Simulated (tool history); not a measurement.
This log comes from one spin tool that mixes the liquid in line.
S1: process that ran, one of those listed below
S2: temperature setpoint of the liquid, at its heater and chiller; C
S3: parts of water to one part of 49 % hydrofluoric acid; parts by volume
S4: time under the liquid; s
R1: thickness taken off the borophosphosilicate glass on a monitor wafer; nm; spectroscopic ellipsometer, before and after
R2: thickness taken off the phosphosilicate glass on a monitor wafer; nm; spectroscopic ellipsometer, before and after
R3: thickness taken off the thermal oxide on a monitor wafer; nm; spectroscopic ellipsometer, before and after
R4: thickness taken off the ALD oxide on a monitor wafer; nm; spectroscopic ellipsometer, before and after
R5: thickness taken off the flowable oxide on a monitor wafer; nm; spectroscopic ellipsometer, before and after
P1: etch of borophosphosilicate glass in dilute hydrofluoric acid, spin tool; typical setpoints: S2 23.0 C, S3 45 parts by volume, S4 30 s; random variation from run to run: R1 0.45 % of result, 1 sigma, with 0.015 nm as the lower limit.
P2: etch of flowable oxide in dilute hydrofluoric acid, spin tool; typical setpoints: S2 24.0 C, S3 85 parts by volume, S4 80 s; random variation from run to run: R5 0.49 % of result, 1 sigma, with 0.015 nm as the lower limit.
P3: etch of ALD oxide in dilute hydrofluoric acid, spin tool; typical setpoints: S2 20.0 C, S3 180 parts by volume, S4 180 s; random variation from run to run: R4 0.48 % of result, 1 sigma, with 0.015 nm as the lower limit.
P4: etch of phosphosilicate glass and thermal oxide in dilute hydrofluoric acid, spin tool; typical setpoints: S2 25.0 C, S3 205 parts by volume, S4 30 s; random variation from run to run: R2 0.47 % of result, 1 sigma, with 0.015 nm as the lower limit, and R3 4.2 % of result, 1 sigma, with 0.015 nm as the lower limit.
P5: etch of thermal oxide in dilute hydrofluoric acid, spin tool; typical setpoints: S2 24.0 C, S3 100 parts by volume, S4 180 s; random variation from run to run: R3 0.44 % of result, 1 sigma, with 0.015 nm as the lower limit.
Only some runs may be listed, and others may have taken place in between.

Run 1, day 0.471: S1 P1, S2 23.0 C, S3 45 parts by volume, S4 30 s. Result: R1 40.361 nm.
Run 2, day 0.888: S1 P4, S2 25.0 C, S3 205 parts by volume, S4 30 s. Result: R2 18.0450 nm, R3 0.62475 nm.
Run 3, day 1.188: S1 P5, S2 24.0 C, S3 100 parts by volume, S4 180 s. Result: R3 8.95150 nm.
Run 4, day 1.412: S1 P3, S2 20.0 C, S3 180 parts by volume, S4 180 s. Result: R4 11.2920 nm.
Run 5, day 1.829: S1 P4, S2 25.0 C, S3 205 parts by volume, S4 15 s. Result: R2 8.9786 nm, R3 0.31230 nm.
Run 6, day 2.150: S1 P5, S2 24.0 C, S3 30 parts by volume, S4 180 s. Result: R3 32.64200 nm.
Run 7, day 2.625: S1 P1, S2 17.0 C, S3 75 parts by volume, S4 30 s. Result: R1 18.121 nm.
Run 8, day 2.867: S1 P3, S2 20.0 C, S3 180 parts by volume, S4 180 s. Result: R4 11.1950 nm.
Run 9, day 3.321: S1 P2, S2 24.0 C, S3 85 parts by volume, S4 35 s. Result: R5 14.120 nm.
Run 10, day 3.608: S1 P1, S2 23.0 C, S3 45 parts by volume, S4 30 s. Result: R1 40.077 nm.
Run 11, day 3.871: S1 P2, S2 17.0 C, S3 85 parts by volume, S4 80 s. Result: R5 24.196 nm.
Run 12, day 4.258: S1 P5, S2 24.0 C, S3 100 parts by volume, S4 310 s. Result: R3 15.31400 nm.
Run 13, day 4.546: S1 P2, S2 24.0 C, S3 85 parts by volume, S4 80 s. Result: R5 32.361 nm.
Run 14, day 4.979: S1 P3, S2 20.0 C, S3 180 parts by volume, S4 95 s. Result: R4 5.9332 nm.
Run 15, day 5.338: S1 P1, S2 23.0 C, S3 45 parts by volume, S4 45 s. Result: R1 60.312 nm.
Run 16, day 5.554: S1 P4, S2 19.0 C, S3 205 parts by volume, S4 30 s. Result: R2 14.2920 nm, R3 0.48607 nm.
Run 17, day 5.883: S1 P1, S2 23.0 C, S3 75 parts by volume, S4 30 s. Result: R1 23.302 nm.
Run 18, day 6.262: S1 P3, S2 27.5 C, S3 180 parts by volume, S4 180 s. Result: R4 14.8300 nm.
Run 19, day 6.721: S1 P1, S2 23.0 C, S3 45 parts by volume, S4 30 s. Result: R1 39.759 nm.
Run 20, day 6.938: S1 P4, S2 25.0 C, S3 75 parts by volume, S4 30 s. Result: R2 57.1390 nm, R3 1.98080 nm.
Run 21, day 7.267: S1 P1, S2 26.5 C, S3 45 parts by volume, S4 15 s. Result: R1 23.223 nm.
Run 22, day 7.500: S1 P1, S2 23.0 C, S3 20 parts by volume, S4 30 s. Result: R1 92.771 nm.
Run 23, day 7.896: S1 P1, S2 26.5 C, S3 45 parts by volume, S4 30 s. Result: R1 46.396 nm.

Expected results for the next run?
Run 24, day 8.150: S1 P1, S2 17.0 C, S3 45 parts by volume, S4 30 s. Result: R1 ?.

R1: 30.803 nm
